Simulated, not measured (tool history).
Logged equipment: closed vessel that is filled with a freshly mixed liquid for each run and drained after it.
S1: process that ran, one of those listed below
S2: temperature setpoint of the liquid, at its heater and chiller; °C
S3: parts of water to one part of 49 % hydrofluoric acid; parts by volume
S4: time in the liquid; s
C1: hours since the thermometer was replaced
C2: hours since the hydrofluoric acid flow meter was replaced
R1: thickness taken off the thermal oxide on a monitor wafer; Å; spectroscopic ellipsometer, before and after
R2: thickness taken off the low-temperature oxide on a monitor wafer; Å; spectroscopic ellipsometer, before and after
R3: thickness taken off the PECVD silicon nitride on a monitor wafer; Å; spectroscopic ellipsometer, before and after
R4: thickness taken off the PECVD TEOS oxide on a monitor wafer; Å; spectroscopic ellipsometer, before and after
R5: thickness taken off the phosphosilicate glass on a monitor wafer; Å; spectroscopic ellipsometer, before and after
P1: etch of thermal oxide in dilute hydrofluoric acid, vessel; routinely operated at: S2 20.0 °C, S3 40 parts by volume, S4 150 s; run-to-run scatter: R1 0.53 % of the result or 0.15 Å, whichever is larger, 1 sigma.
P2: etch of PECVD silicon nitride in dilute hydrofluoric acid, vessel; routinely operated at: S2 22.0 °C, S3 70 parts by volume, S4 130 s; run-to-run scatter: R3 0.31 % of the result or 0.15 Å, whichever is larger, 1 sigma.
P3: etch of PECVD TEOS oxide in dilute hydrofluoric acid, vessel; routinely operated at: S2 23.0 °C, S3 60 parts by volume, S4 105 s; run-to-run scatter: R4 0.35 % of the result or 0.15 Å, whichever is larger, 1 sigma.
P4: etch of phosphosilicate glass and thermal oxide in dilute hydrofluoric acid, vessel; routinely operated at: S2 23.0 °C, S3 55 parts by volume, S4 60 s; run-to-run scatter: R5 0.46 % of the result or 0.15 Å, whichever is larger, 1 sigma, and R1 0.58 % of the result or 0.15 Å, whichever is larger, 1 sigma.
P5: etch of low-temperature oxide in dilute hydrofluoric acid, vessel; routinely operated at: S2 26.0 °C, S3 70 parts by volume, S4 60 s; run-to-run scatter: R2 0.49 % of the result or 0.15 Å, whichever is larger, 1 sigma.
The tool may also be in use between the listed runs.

Run 1, hour 14.4: S1 P1, S2 20.0 °C, S3 40 parts by volume, S4 150 s; C1 585.6; C2 1297.0. Result: R1 153.500 Å.
Run 2, hour 30.5: S1 P5, S2 26.0 °C, S3 20 parts by volume, S4 60 s; C1 601.7; C2 1313.1. Result: R2 965.61 Å.
Run 3, hour 38.8: S1 P2, S2 22.0 °C, S3 70 parts by volume, S4 130 s; C1 610.0; C2 1321.4. Result: R3 79.132 Å.
Run 4, hour 51.4: S1 P3, S2 30.5 °C, S3 60 parts by volume, S4 105 s; C1 622.6; C2 1334.0. Result: R4 470.49 Å.
Run 5, hour 65.8: S1 P3, S2 23.0 °C, S3 60 parts by volume, S4 30 s; C1 637.0; C2 1348.4. Result: R4 100.14 Å.
Run 6, hour 82.5: S1 P1, S2 20.0 °C, S3 40 parts by volume, S4 300 s; C1 653.7; C2 1365.1. Result: R1 304.630 Å.
Run 7, hour 92.9: S1 P1, S2 27.5 °C, S3 70 parts by volume, S4 150 s; C1 664.1; C2 1375.5. Result: R1 114.650 Å.
Run 8, hour 103.9: S1 P4, S2 23.0 °C, S3 55 parts by volume, S4 30 s; C1 675.1; C2 1386.5. Result: R1 25.151 Å, R5 910.94 Å.
Run 9, hour 118.9: S1 P4, S2 23.0 °C, S3 55 parts by volume, S4 60 s; C1 690.1; C2 1401.5. Result: R1 50.204 Å, R5 1803.00 Å.
Run 10, hour 129.5: S1 P1, S2 20.0 °C, S3 20 parts by volume, S4 150 s; C1 700.7; C2 1412.1. Result: R1 311.840 Å.
Run 11, hour 139.4: S1 P4, S2 23.0 °C, S3 30 parts by volume, S4 60 s; C1 710.6; C2 1422.0. Result: R1 93.714 Å, R5 3414.10 Å.
Run 12, hour 152.7: S1 P1, S2 20.0 °C, S3 40 parts by volume, S4 150 s; C1 723.9; C2 1435.3. Result: R1 153.120 Å.
Run 13, hour 167.0: S1 P1, S2 17.0 °C, S3 40 parts by volume, S4 215 s; C1 738.2; C2 1449.6. Result: R1 194.320 Å.
Run 14, hour 181.4: S1 P1, S2 20.0 °C, S3 40 parts by volume, S4 150 s; C1 752.6; C2 1464.0. Result: R1 154.050 Å.
Run 15, hour 195.8: S1 P3, S2 23.0 °C, S3 110 parts by volume, S4 105 s; C1 767.0; C2 1478.4. Result: R4 179.30 Å.
Run 16, hour 205.4: S1 P5, S2 26.0 °C, S3 70 parts by volume, S4 60 s; C1 776.6; C2 1488.0. Result: R2 259.86 Å.
Run 17, hour 214.7: S1 P5, S2 26.0 °C, S3 70 parts by volume, S4 90 s; C1 785.9; C2 1497.3. Result: R2 388.72 Å.
Run 18, hour 224.0: S1 P1, S2 17.0 °C, S3 40 parts by volume, S4 50 s; C1 795.2; C2 1506.6. Result: R1 45.128 Å.
Run 19, hour 237.3: S1 P1, S2 17.0 °C, S3 40 parts by volume, S4 150 s; C1 808.5; C2 1519.9. Result: R1 134.150 Å.
Run 20, hour 250.8: S1 P2, S2 22.0 °C, S3 70 parts by volume, S4 210 s; C1 822.0; C2 1533.4. Result: R3 127.310 Å.
Run 21, hour 266.5: S1 P5, S2 26.0 °C, S3 70 parts by volume, S4 60 s; C1 837.7; C2 1549.1. Result: R2 259.48 Å.
Run 22, hour 277.2: S1 P1, S2 20.0 °C, S3 40 parts by volume, S4 150 s; C1 848.4; C2 1559.8. Result: R1 153.280 Å.
Run 23, hour 287.9: S1 P4, S2 17.0 °C, S3 55 parts by volume, S4 60 s; C1 859.1; C2 1570.5. Result: R1 39.042 Å, R5 1403.70 Å.
Run 24, hour 297.7: S1 P1, S2 20.0 °C, S3 40 parts by volume, S4 50 s; C1 868.9; C2 1580.3. Result: R1 51.379 Å.
Run 25, hour 307.6: S1 P1, S2 28.0 °C, S3 40 parts by volume, S4 150 s; C1 878.8; C2 1590.2. Result: R1 215.480 Å.
Run 26, hour 315.7: S1 P1, S2 20.0 °C, S3 40 parts by volume, S4 150 s; C1 886.9; C2 1598.3. Result: R1 154.510 Å.
Run 27, hour 330.1: S1 P2, S2 22.0 °C, S3 20 parts by volume, S4 130 s; C1 901.3; C2 1612.7. Result: R3 266.370 Å.
Run 28, hour 340.6: S1 P1, S2 20.0 °C, S3 70 parts by volume, S4 150 s; C1 911.8; C2 1623.2. Result: R1 84.606 Å.
Run 29, hour 352.9: S1 P2, S2 17.5 °C, S3 70 parts by volume, S4 130 s; C1 924.1; C2 1635.5. Result: R3 57.804 Å.
Run 30, hour 368.1: S1 P3, S2 23.0 °C, S3 60 parts by volume, S4 105 s; C1 939.3; C2 1650.7. Result: R4 348.10 Å.
Run 31, hour 376.1: S1 P5, S2 19.0 °C, S3 70 parts by volume, S4 60 s; C1 947.3; C2 1658.7. Result: R2 194.60 Å.
Run 32, hour 393.5: S1 P1, S2 20.0 °C, S3 40 parts by volume, S4 150 s; C1 964.7; C2 1676.1. Result: R1 153.700 Å.
Run 33, hour 403.1: S1 P1, S2 20.0 °C, S3 40 parts by volume, S4 150 s; C1 974.3; C2 1685.7. Result: R1 155.550 Å.
Run 34, hour 411.1: S1 P1, S2 20.0 °C, S3 40 parts by volume, S4 150 s; C1 982.3; C2 1693.7. Result: R1 159.270 Å.
Run 35, hour 428.9: S1 P1, S2 20.0 °C, S3 40 parts by volume, S4 150 s; C1 1000.1; C2 1711.5. Result: R1 161.510 Å.

Forecast run 36:
Run 36, hour 440.5: S1 P1, S2 20.0 °C, S3 40 parts by volume, S4 150 s; C1 1011.7; C2 1723.1. Result: R1 ?.

Run 36 produced R1 162.880 Å.
